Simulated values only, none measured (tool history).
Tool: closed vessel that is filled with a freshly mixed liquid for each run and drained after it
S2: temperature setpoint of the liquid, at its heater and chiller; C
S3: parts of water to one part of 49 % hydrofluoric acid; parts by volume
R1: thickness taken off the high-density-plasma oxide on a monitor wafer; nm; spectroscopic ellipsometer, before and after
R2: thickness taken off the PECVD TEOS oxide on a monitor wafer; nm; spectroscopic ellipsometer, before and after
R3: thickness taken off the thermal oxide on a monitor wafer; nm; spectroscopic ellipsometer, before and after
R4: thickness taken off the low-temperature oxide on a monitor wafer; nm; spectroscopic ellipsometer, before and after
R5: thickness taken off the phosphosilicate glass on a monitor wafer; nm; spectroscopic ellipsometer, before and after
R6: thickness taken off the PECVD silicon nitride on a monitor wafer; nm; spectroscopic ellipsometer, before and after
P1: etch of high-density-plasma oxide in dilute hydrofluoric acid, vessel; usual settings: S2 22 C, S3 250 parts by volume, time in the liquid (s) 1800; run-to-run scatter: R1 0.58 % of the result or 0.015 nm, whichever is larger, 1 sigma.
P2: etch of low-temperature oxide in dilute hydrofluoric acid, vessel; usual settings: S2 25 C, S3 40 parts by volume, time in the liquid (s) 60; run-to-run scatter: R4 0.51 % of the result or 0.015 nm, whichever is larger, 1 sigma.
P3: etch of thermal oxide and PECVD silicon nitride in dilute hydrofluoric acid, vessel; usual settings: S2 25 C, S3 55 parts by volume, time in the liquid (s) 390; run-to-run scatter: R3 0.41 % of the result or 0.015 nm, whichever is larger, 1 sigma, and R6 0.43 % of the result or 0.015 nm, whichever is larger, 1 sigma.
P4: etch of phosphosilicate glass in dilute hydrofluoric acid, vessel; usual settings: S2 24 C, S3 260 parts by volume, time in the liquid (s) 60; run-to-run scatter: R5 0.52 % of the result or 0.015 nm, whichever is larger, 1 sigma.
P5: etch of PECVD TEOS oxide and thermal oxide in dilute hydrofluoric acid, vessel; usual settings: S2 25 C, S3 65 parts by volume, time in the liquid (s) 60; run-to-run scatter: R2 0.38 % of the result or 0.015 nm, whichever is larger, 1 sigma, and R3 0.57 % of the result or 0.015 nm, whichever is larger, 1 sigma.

Run 1, hour 9.1: process that ran P1, S2 22 C, S3 250 parts by volume, time in the liquid (s) 1800. Result: R1 29.881 nm.
Run 2, hour 18.6: process that ran P1, S2 25.5 C, S3 250 parts by volume, time in the liquid (s) 1800. Result: R1 33.617 nm.
Run 3, hour 33.2: process that ran P1, S2 22 C, S3 250 parts by volume, time in the liquid (s) 3065. Result: R1 51.012 nm.
Run 4, hour 40.3: process that ran P1, S2 22 C, S3 250 parts by volume, time in the liquid (s) 775. Result: R1 12.837 nm.
Run 5, hour 53.4: process that ran P5, S2 25 C, S3 65 parts by volume, time in the liquid (s) 30. Result: R2 14.57 nm, R3 2.4071 nm.
Run 6, hour 68.4: process that ran P2, S2 33 C, S3 40 parts by volume, time in the liquid (s) 60. Result: R4 69.595 nm.
Run 7, hour 83.4: process that ran P4, S2 24 C, S3 260 parts by volume, time in the liquid (s) 30. Result: R5 17.369 nm.
Run 8, hour 91.3: process that ran P2, S2 25 C, S3 40 parts by volume, time in the liquid (s) 30. Result: R4 25.634 nm.
Run 9, hour 102.8: process that ran P1, S2 17 C, S3 250 parts by volume, time in the liquid (s) 2710. Result: R1 37.304 nm.
Run 10, hour 113.4: process that ran P1, S2 22 C, S3 250 parts by volume, time in the liquid (s) 1800. Result: R1 29.351 nm.
Run 11, hour 121.6: process that ran P5, S2 25 C, S3 65 parts by volume, time in the liquid (s) 60. Result: R2 29.217 nm, R3 4.7656 nm.
Run 12, hour 132.2: process that ran P1, S2 22 C, S3 250 parts by volume, time in the liquid (s) 1800. Result: R1 29.707 nm.
Run 13, hour 147.6: process that ran P2, S2 25 C, S3 20 parts by volume, time in the liquid (s) 60. Result: R4 104.68 nm.
Run 14, hour 163.4: process that ran P4, S2 17 C, S3 260 parts by volume, time in the liquid (s) 60. Result: R5 26.51 nm.
Run 15, hour 179: process that ran P1, S2 22 C, S3 95 parts by volume, time in the liquid (s) 1800. Result: R1 92.06 nm.
Run 16, hour 189.9: process that ran P2, S2 25 C, S3 40 parts by volume, time in the liquid (s) 60. Result: R4 50.403 nm.
Run 17, hour 205.7: process that ran P3, S2 25 C, S3 55 parts by volume, time in the liquid (s) 390. Result: R3 36.039 nm, R6 40.759 nm.
Run 18, hour 214.7: process that ran P5, S2 32.5 C, S3 65 parts by volume, time in the liquid (s) 60. Result: R2 39.246 nm, R3 6.404 nm.
Run 19, hour 225.5: process that ran P4, S2 24 C, S3 260 parts by volume, time in the liquid (s) 60. Result: R5 34.422 nm.
Run 20, hour 236.1: process that ran P3, S2 25 C, S3 55 parts by volume, time in the liquid (s) 740. Result: R3 68.453 nm, R6 77.981 nm.
Run 21, hour 246.8: process that ran P2, S2 25 C, S3 40 parts by volume, time in the liquid (s) 60. Result: R4 50.569 nm.
Run 22, hour 261.7: process that ran P1, S2 28.5 C, S3 250 parts by volume, time in the liquid (s) 500. Result: R1 10.363 nm.
Run 23, hour 273.8: process that ran P1, S2 17 C, S3 250 parts by volume, time in the liquid (s) 1800. Result: R1 24.724 nm.
Run 24, hour 284: process that ran P3, S2 20.5 C, S3 55 parts by volume, time in the liquid (s) 390. Result: R3 29.871 nm, R6 29.971 nm.
Run 25, hour 292.9: process that ran P5, S2 25 C, S3 115 parts by volume, time in the liquid (s) 60. Result: R2 15.566 nm, R3 2.557 nm.
Run 26, hour 303.2: process that ran P5, S2 25 C, S3 65 parts by volume, time in the liquid (s) 60. Result: R2 29.043 nm, R3 4.8046 nm.
Run 27, hour 315.8: process that ran P1, S2 22 C, S3 250 parts by volume, time in the liquid (s) 1800. Result: R1 29.706 nm.
Run 28, hour 324.6: process that ran P1, S2 26.5 C, S3 250 parts by volume, time in the liquid (s) 3190. Result: R1 62.018 nm.
Run 29, hour 335.4: process that ran P3, S2 25 C, S3 55 parts by volume, time in the liquid (s) 390. Result: R3 36.096 nm, R6 41.107 nm.
Run 30, hour 344.8: process that ran P3, S2 25 C, S3 20 parts by volume, time in the liquid (s) 390. Result: R3 104.15 nm, R6 109.27 nm.
Run 31, hour 352.3: process that ran P1, S2 22 C, S3 390 parts by volume, time in the liquid (s) 1800. Result: R1 16.677 nm.
Run 32, hour 367.2: process that ran P4, S2 24 C, S3 140 parts by volume, time in the liquid (s) 60. Result: R5 72.767 nm.
Run 33, hour 377.3: process that ran P1, S2 22 C, S3 250 parts by volume, time in the liquid (s) 1800. Result: R1 29.435 nm.
Run 34, hour 384.9: process that ran P1, S2 22 C, S3 250 parts by volume, time in the liquid (s) 1800. Result: R1 30.195 nm.
Run 35, hour 395.5: process that ran P1, S2 22 C, S3 250 parts by volume, time in the liquid (s) 1800. Result: R1 30.429 nm.
Run 36, hour 405.4: process that ran P1, S2 22 C, S3 250 parts by volume, time in the liquid (s) 1800. Result: R1 30.959 nm.

The next listed run, before its measurement:
Run 37, hour 413.6: process that ran P1, S2 22 C, S3 250 parts by volume, time in the liquid (s) 1800. Result: R1 ?.

Run 37 gave R1 30.955 nm.
